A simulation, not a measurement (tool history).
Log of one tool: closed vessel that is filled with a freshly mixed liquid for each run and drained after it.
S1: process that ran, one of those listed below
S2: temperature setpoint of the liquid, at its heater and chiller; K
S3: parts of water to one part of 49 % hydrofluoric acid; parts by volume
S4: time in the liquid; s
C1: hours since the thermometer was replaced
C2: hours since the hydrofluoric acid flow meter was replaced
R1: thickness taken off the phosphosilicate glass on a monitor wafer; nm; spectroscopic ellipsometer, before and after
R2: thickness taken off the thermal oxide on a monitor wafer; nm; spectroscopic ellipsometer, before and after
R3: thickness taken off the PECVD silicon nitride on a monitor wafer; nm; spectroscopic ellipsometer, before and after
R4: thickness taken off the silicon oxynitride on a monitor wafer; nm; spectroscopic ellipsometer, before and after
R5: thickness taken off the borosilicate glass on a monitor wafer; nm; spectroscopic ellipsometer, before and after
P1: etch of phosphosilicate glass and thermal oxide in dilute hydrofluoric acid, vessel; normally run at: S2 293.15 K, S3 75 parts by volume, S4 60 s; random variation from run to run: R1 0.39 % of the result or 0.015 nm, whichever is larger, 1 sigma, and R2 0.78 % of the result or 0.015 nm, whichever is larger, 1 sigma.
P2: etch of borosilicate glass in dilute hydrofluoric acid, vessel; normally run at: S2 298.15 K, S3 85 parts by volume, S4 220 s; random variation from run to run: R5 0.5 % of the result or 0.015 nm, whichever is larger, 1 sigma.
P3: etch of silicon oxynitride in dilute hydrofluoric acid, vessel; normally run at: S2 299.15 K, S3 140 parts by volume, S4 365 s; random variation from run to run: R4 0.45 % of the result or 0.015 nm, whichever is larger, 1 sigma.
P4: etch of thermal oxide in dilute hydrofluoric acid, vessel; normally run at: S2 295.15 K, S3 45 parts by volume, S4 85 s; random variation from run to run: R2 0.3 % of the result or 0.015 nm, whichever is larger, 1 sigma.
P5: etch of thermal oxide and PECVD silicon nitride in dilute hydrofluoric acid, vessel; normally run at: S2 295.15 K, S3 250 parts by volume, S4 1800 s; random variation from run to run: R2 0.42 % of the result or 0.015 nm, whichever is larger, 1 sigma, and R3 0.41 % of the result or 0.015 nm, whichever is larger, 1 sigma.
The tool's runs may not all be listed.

{"run": 1, "hour": 4.3, "S1": "P1", "S2": 293.15, "S3": 75, "S4": 60, "C1": 144.0, "C2": 383.6, "R1": 63.853, "R2": 3.3342}
{"run": 2, "hour": 7.0, "S1": "P5", "S2": 295.15, "S3": 250, "S4": 3100, "C1": 146.7, "C2": 386.3, "R2": 46.862, "R3": 49.909}
{"run": 3, "hour": 11.7, "S1": "P4", "S2": 303.15, "S3": 45, "S4": 85, "C1": 151.4, "C2": 391.0, "R2": 11.572}
{"hour": 13.5, "done": "thermometer replaced"}
{"run": 4, "hour": 16.2, "S1": "P1", "S2": 290.15, "S3": 75, "S4": 60, "C1": 2.7, "C2": 395.5, "R1": 56.564, "R2": 2.9071}
{"run": 5, "hour": 19.4, "S1": "P3", "S2": 299.15, "S3": 140, "S4": 365, "C1": 5.9, "C2": 398.7, "R4": 5.0276}
{"run": 6, "hour": 22.9, "S1": "P3", "S2": 305.15, "S3": 140, "S4": 365, "C1": 9.4, "C2": 402.2, "R4": 6.527}
{"run": 7, "hour": 25.7, "S1": "P2", "S2": 298.15, "S3": 85, "S4": 220, "C1": 12.2, "C2": 405.0, "R5": 59.089}
{"run": 8, "hour": 29.4, "S1": "P2", "S2": 298.15, "S3": 85, "S4": 220, "C1": 15.9, "C2": 408.7, "R5": 58.945}
{"run": 9, "hour": 31.7, "S1": "P1", "S2": 293.15, "S3": 125, "S4": 60, "C1": 18.2, "C2": 411.0, "R1": 36.143, "R2": 1.8733}
{"run": 10, "hour": 35.3, "S1": "P1", "S2": 299.15, "S3": 75, "S4": 60, "C1": 21.8, "C2": 414.6, "R1": 81.564, "R2": 4.1694}
{"run": 11, "hour": 38.9, "S1": "P2", "S2": 290.15, "S3": 85, "S4": 220, "C1": 25.4, "C2": 418.2, "R5": 42.457}
{"run": 12, "hour": 42.1, "S1": "P5", "S2": 295.15, "S3": 430, "S4": 1800, "C1": 28.6, "C2": 421.4, "R2": 13.423, "R3": 17.158}
{"run": 13, "hour": 45.8, "S1": "P1", "S2": 293.15, "S3": 75, "S4": 95, "C1": 32.3, "C2": 425.1, "R1": 100.34, "R2": 5.2529}
{"run": 14, "hour": 50.5, "S1": "P1", "S2": 293.15, "S3": 75, "S4": 60, "C1": 37.0, "C2": 429.8, "R1": 63.87, "R2": 3.3089}
{"run": 15, "hour": 54.9, "S1": "P5", "S2": 295.15, "S3": 250, "S4": 1800, "C1": 41.4, "C2": 434.2, "R2": 27.286, "R3": 29.053}
{"run": 16, "hour": 58.2, "S1": "P2", "S2": 298.15, "S3": 85, "S4": 325, "C1": 44.7, "C2": 437.5, "R5": 87.388}
{"run": 17, "hour": 62.8, "S1": "P4", "S2": 295.15, "S3": 25, "S4": 85, "C1": 49.3, "C2": 442.1, "R2": 15.45}
{"run": 18, "hour": 66.9, "S1": "P1", "S2": 293.15, "S3": 25, "S4": 60, "C1": 53.4, "C2": 446.2, "R1": 203.16, "R2": 10.504}
{"run": 19, "hour": 70.4, "S1": "P1", "S2": 290.15, "S3": 130, "S4": 60, "C1": 56.9, "C2": 449.7, "R1": 30.708, "R2": 1.6258}
{"run": 20, "hour": 74.8, "S1": "P4", "S2": 295.15, "S3": 45, "S4": 30, "C1": 61.3, "C2": 454.1, "R2": 2.9861}
{"run": 21, "hour": 79.0, "S1": "P2", "S2": 298.15, "S3": 30, "S4": 220, "C1": 65.5, "C2": 458.3, "R5": 180.37}
{"run": 22, "hour": 83.2, "S1": "P4", "S2": 295.15, "S3": 45, "S4": 85, "C1": 69.7, "C2": 462.5, "R2": 8.4182}
{"run": 23, "hour": 86.7, "S1": "P1", "S2": 293.15, "S3": 75, "S4": 60, "C1": 73.2, "C2": 466.0, "R1": 63.392, "R2": 3.2896}
{"run": 24, "hour": 91.0, "S1": "P1", "S2": 293.15, "S3": 75, "S4": 60, "C1": 77.5, "C2": 470.3, "R1": 63.216, "R2": 3.3355}
{"run": 25, "hour": 95.1, "S1": "P3", "S2": 299.15, "S3": 250, "S4": 365, "C1": 81.6, "C2": 474.4, "R4": 2.5485}
{"run": 26, "hour": 97.7, "S1": "P5", "S2": 302.65, "S3": 250, "S4": 1800, "C1": 84.2, "C2": 477.0, "R2": 35.263, "R3": 45.918}
{"run": 27, "hour": 102.2, "S1": "P1", "S2": 293.15, "S3": 75, "S4": 30, "C1": 88.7, "C2": 481.5, "R1": 31.964, "R2": 1.5995}
{"run": 28, "hour": 105.6, "S1": "P3", "S2": 299.15, "S3": 140, "S4": 555, "C1": 92.1, "C2": 484.9, "R4": 7.539}
{"run": 29, "hour": 109.1, "S1": "P1", "S2": 293.15, "S3": 75, "S4": 60, "C1": 95.6, "C2": 488.4, "R1": 64.125, "R2": 3.3072}
{"run": 30, "hour": 111.4, "S1": "P1", "S2": 293.15, "S3": 75, "S4": 60, "C1": 97.9, "C2": 490.7, "R1": 62.382, "R2": 3.2598}
{"run": 31, "hour": 115.7, "S1": "P1", "S2": 293.15, "S3": 75, "S4": 60, "C1": 102.2, "C2": 495.0, "R1": 60.845, "R2": 3.1546}
{"run": 32, "hour": 118.5, "S1": "P1", "S2": 293.15, "S3": 75, "S4": 60, "C1": 105.0, "C2": 497.8, "R1": 59.863, "R2": 3.0826}
{"run": 33, "hour": 121.5, "S1": "P1", "S2": 293.15, "S3": 75, "S4": 60, "C1": 108.0, "C2": 500.8, "R1": 59.555, "R2": 3.0593}
{"run": 34, "hour": 126.1, "S1": "P1", "S2": 293.15, "S3": 75, "S4": 60, "C1": 112.6, "C2": 505.4, "R1": 58.773, "R2": 3.0819}
{"run": 35, "hour": 129.4, "S1": "P1", "S2": 293.15, "S3": 75, "S4": 60, "C1": 115.9, "C2": 508.7, "R1": 59.056, "R2": 3.0208}
{"run": 36, "hour": 134.1, "S1": "P1", "S2": 293.15, "S3": 75, "S4": 60, "C1": 120.6, "C2": 513.4, "R1": 58.66, "R2": 3.0754}
{"run": 37, "hour": 136.6, "S1": "P1", "S2": 293.15, "S3": 75, "S4": 60, "C1": 123.1, "C2": 515.9, "R1": 58.597, "R2": 3.0375}
{"run": 38, "hour": 140.4, "S1": "P1", "S2": 293.15, "S3": 75, "S4": 60, "C1": 126.9, "C2": 519.7, "R1": 58.525, "R2": 3.0649}
{"run": 39, "hour": 143.4, "S1": "P1", "S2": 293.15, "S3": 75, "S4": 60, "C1": 129.9, "C2": 522.7, "R1": 58.188, "R2": 3.0283}

What P1 gives has crept away from where it was. These 2 causes fit the log equally well, each at the size given:
A: liquid colder than its thermometer reads (K) = 2.06
B: hydrofluoric acid flow below the setpoint (%) = 7.64
The creep began at about hour 109.1.

4 check runs are offered, one wafer each, their results left as question marks. Which one tells the causes apart?
{"run": "check 1", "hour": 146.4, "S1": "P3", "S2": 299.15, "S3": 140, "S4": 365, "R4": "?"}
{"run": "check 2", "hour": 146.4, "S1": "P4", "S2": 295.15, "S3": 45, "S4": 85, "R2": "?"}
{"run": "check 3", "hour": 146.4, "S1": "P5", "S2": 295.15, "S3": 250, "S4": 1800, "R2": "?", "R3": "?"}
{"run": "check 4", "hour": 146.4, "S1": "P2", "S2": 298.15, "S3": 85, "S4": 220, "R5": "?"}

What each check would give under each cause:
check=check_1 result=R4 if_A=4.5521 if_B=4.5743
check=check_2 result=R2 if_A=7.7075 if_B=7.7307
check=check_3 result=R2 if_A=25.2050 if_B=24.6310
check=check_3 result=R3 if_A=25.494 if_B=26.905
check=check_4 result=R5 if_A=54.305 if_B=53.985
How far apart the two closest causes lie, in the result that separates them most: check 1 0.49 %; check 2 0.3 %; check 3 5.39 %; check 4 0.59 %
Check 3 tells the causes apart: in the others they would give nearly the same result.

Check 3 was then run and gave: R2 24.6530 nm; R3 26.713 nm. Which cause is it?

It is B: hydrofluoric acid flow below the setpoint (%).
